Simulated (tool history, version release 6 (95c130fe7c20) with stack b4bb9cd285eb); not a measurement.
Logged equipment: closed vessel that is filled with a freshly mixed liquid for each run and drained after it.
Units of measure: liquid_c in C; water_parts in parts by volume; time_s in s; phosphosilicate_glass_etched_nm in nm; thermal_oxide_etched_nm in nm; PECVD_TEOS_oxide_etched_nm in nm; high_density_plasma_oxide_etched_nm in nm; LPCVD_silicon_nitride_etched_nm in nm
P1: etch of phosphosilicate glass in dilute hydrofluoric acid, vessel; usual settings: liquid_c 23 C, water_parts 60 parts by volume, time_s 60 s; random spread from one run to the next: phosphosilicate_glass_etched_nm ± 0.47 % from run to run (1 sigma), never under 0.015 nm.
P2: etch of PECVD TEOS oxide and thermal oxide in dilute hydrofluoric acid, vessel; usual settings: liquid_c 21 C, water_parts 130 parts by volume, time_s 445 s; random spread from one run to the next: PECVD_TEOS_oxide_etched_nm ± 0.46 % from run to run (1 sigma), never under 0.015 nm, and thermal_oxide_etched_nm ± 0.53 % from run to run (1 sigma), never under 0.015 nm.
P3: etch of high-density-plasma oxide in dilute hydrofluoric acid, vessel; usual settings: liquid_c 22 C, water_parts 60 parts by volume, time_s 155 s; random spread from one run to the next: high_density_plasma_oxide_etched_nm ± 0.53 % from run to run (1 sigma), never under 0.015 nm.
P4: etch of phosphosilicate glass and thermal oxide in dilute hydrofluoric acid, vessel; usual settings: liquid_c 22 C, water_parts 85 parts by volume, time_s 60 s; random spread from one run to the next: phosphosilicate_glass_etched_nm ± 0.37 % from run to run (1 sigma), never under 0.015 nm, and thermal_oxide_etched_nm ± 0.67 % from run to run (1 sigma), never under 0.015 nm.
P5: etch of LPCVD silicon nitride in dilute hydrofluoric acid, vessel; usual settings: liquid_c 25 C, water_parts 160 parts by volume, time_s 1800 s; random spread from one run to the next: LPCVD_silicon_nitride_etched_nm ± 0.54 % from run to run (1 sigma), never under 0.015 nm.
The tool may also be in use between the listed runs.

| run | hour | process | liquid_c | water_parts | time_s | hours since the thermometer was replaced | hours since the hydrofluoric acid flow meter was replaced | phosphosilicate_glass_etched_nm | thermal_oxide_etched_nm | PECVD_TEOS_oxide_etched_nm | high_density_plasma_oxide_etched_nm | LPCVD_silicon_nitride_etched_nm |
|---|---|---|---|---|---|---|---|---|---|---|---|---|
| 1 | 5.9 | P1 | 23 | 60 | 60 | 417.6 | 415.1 | 81.564 |  |  |  |  |
| 2 | 10.5 | P4 | 27 | 85 | 60 | 422.2 | 419.7 | 47.252 | 3.6943 |  |  |  |
| 3 | 15.5 | P2 | 21 | 130 | 30 | 427.2 | 424.7 |  | 0.87345 | 2.7206 |  |  |
| 4 | 20.9 | P3 | 26 | 60 | 155 | 432.6 | 430.1 |  |  |  | 15.182 |  |
| 5 | 25 | P3 | 22 | 60 | 155 | 436.7 | 434.2 |  |  |  | 12.732 |  |
| 6 | 29.2 | P4 | 22 | 85 | 60 | 440.9 | 438.4 | 38.498 | 3.0163 |  |  |  |
| 7 | 33.4 | P1 | 23 | 60 | 60 | 445.1 | 442.6 | 82.363 |  |  |  |  |
| 8 | 38 | P1 | 23 | 60 | 60 | 449.7 | 447.2 | 81.704 |  |  |  |  |
| 9 | 43.8 | P1 | 23 | 60 | 35 | 455.5 | 453 | 47.667 |  |  |  |  |
| 10 | 48.5 | P5 | 29.5 | 160 | 1800 | 460.2 | 457.7 |  |  |  |  | 7.2935 |
| 11 | 53.9 | P1 | 23 | 30 | 60 | 465.6 | 463.1 | 170.66 |  |  |  |  |
| 12 | 60.4 | P5 | 25 | 160 | 1800 | 472.1 | 469.6 |  |  |  |  | 5.577 |
| 13 | 64.3 | P5 | 25 | 160 | 325 | 476 | 473.5 |  |  |  |  | 1.0058 |
| 14 | 67.3 | P3 | 22 | 20 | 155 | 479 | 476.5 |  |  |  | 40.449 |  |
| 15 | 72.3 | P2 | 21 | 130 | 445 | 484 | 481.5 |  | 12.943 | 40.286 |  |  |
| 16 | 75.4 | P1 | 17 | 105 | 60 | 487.1 | 484.6 | 34.558 |  |  |  |  |
| 17 | 80.9 | P1 | 23 | 60 | 60 | 492.6 | 490.1 | 81.882 |  |  |  |  |
| 18 | 85.5 | P5 | 25 | 100 | 1800 | 497.2 | 494.7 |  |  |  |  | 8.7887 |
| 19 | 92 | P4 | 22 | 85 | 30 | 503.7 | 501.2 | 19.396 | 1.5049 |  |  |  |
| 20 | 96 | P1 | 28 | 60 | 60 | 507.7 | 505.2 | 101.46 |  |  |  |  |

What will run 21 give?
| 21 | 100.4 | P4 | 22 | 85 | 60 | 512.1 | 509.6 | ? | ? |  |  |  |

Run 21 came out at phosphosilicate_glass_etched_nm 38.613 nm, thermal_oxide_etched_nm 3.0395 nm.
